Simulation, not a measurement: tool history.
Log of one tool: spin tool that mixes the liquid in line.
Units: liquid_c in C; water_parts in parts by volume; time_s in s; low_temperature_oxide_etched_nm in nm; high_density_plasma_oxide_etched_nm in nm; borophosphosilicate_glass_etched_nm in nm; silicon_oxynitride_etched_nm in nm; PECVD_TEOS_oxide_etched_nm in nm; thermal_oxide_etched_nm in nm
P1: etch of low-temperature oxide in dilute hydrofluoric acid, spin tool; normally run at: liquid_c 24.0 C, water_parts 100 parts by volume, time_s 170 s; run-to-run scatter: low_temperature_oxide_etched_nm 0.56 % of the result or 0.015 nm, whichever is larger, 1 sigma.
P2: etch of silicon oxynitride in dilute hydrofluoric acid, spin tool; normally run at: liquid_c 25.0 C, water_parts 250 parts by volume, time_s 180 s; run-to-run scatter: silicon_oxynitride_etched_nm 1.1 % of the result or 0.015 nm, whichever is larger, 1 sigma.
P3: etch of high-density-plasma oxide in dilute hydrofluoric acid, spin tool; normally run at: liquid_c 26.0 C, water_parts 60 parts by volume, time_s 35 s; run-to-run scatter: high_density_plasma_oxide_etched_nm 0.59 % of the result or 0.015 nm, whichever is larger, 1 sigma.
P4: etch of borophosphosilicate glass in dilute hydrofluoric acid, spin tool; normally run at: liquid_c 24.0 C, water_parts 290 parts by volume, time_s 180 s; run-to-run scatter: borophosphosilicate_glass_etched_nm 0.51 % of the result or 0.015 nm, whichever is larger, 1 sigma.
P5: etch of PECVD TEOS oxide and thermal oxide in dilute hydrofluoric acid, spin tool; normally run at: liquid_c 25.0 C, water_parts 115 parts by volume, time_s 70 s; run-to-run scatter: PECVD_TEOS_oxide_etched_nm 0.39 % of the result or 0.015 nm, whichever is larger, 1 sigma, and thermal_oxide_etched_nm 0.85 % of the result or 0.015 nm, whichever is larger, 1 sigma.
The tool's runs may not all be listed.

run	day	process	liquid_c	water_parts	time_s	low_temperature_oxide_etched_nm	high_density_plasma_oxide_etched_nm	borophosphosilicate_glass_etched_nm	silicon_oxynitride_etched_nm	PECVD_TEOS_oxide_etched_nm	thermal_oxide_etched_nm
1	0.662	P1	24.0	100	170	28.5790					
2	1.083	P3	31.5	60	35		5.7290				
3	1.442	P3	26.0	60	35		4.5325				
4	2.092	P4	30.5	290	180			22.604			
5	2.646	P2	25.0	445	180				1.11130		
6	3.071	P4	24.0	450	180			10.180			
7	3.450	P2	25.0	250	180				2.26590		
8	3.825	P5	17.0	115	70					9.4455	2.1485
9	4.150	P3	26.0	60	35		4.5451				
10	4.479	P5	25.0	115	125					23.1710	5.3551
# day 4.529: hydrofluoric acid flow meter replaced
11	4.804	P1	24.0	25	245	181.7300					
12	5.312	P2	32.5	250	180				3.05940		
13	5.958	P5	25.0	115	70					12.9640	2.9937
14	6.367	P2	25.0	250	60				0.75656		
15	7.021	P4	24.0	290	180			18.188			
16	7.642	P1	17.5	100	170	21.8710					
17	8.246	P4	24.0	290	280			28.136			
18	8.838	P1	24.0	100	170	28.2190					
19	9.317	P3	26.0	60	15		1.9244				
20	9.983	P1	24.0	100	170	28.5200					
21	10.454	P1	24.0	50	170	60.8530					
22	11.025	P5	25.0	115	70					12.9550	3.0166
23	11.688	P4	24.0	290	180			18.022			
24	12.150	P1	24.0	185	170	13.9310					
25	12.588	P5	25.0	30	70					55.8890	13.0770
26	13.071	P3	26.0	20	35		14.4830				
27	13.675	P1	30.5	100	170	36.5300					
28	14.146	P1	24.0	100	170	28.8700					
29	14.438	P1	24.0	100	20	3.3381					
30	15.067	P1	24.0	100	305	50.7960					
31	15.617	P1	24.0	100	170	28.7040					
32	15.938	P1	24.0	100	170	28.6750					
33	16.492	P1	24.0	100	170	29.2910					
34	17.025	P1	24.0	100	170	30.0360					
35	17.575	P1	24.0	100	170	29.9180					
36	18.242	P1	24.0	100	170	29.9230					
37	18.842	P1	24.0	100	170	30.3730					
38	19.504	P1	24.0	100	170	30.3970					
39	19.954	P1	24.0	100	170	30.3920					
40	20.612	P1	24.0	100	170	30.5760					
41	21.104	P1	24.0	100	170	30.5420					
42	21.721	P1	24.0	100	170	30.7430					

What P1 gives has crept away from where it was. These 2 causes fit the log equally well, each at the size given:
A: liquid hotter than its thermometer reads (K) = 1.64
B: hydrofluoric acid flow above the setpoint (%) = 5.92
The creep began at about day 15.617.

4 check runs are offered, each on 2 wafers whose results are averaged, their results left as question marks. Which one tells the causes apart?
check 1	22.338	P2	29.5	335	180				?		
check 2	22.338	P3	31.5	60	15		?				
check 3	22.338	P5	20.0	115	115					?	?
check 4	22.338	P4	30.0	430	180			?			

What each check would give under each cause:
check	result	if A	if B
check 1	silicon_oxynitride_etched_nm	2.00630	2.02370
check 2	high_density_plasma_oxide_etched_nm	2.5982	2.5987
check 3	PECVD_TEOS_oxide_etched_nm	18.7190	18.6890
check 3	thermal_oxide_etched_nm	4.3236	4.3166
check 4	borophosphosilicate_glass_etched_nm	13.583	14.038
How far apart the two closest causes lie, in the result that separates them most: check 1 0.86 %; check 2 0.02 %; check 3 0.16 %; check 4 3.29 %
Only check 4 tells the causes apart: in the others they would give nearly the same result.

Check 4 was then run and gave: borophosphosilicate_glass_etched_nm 13.593 nm. Which cause is it?

It is A: liquid hotter than its thermometer reads (K).
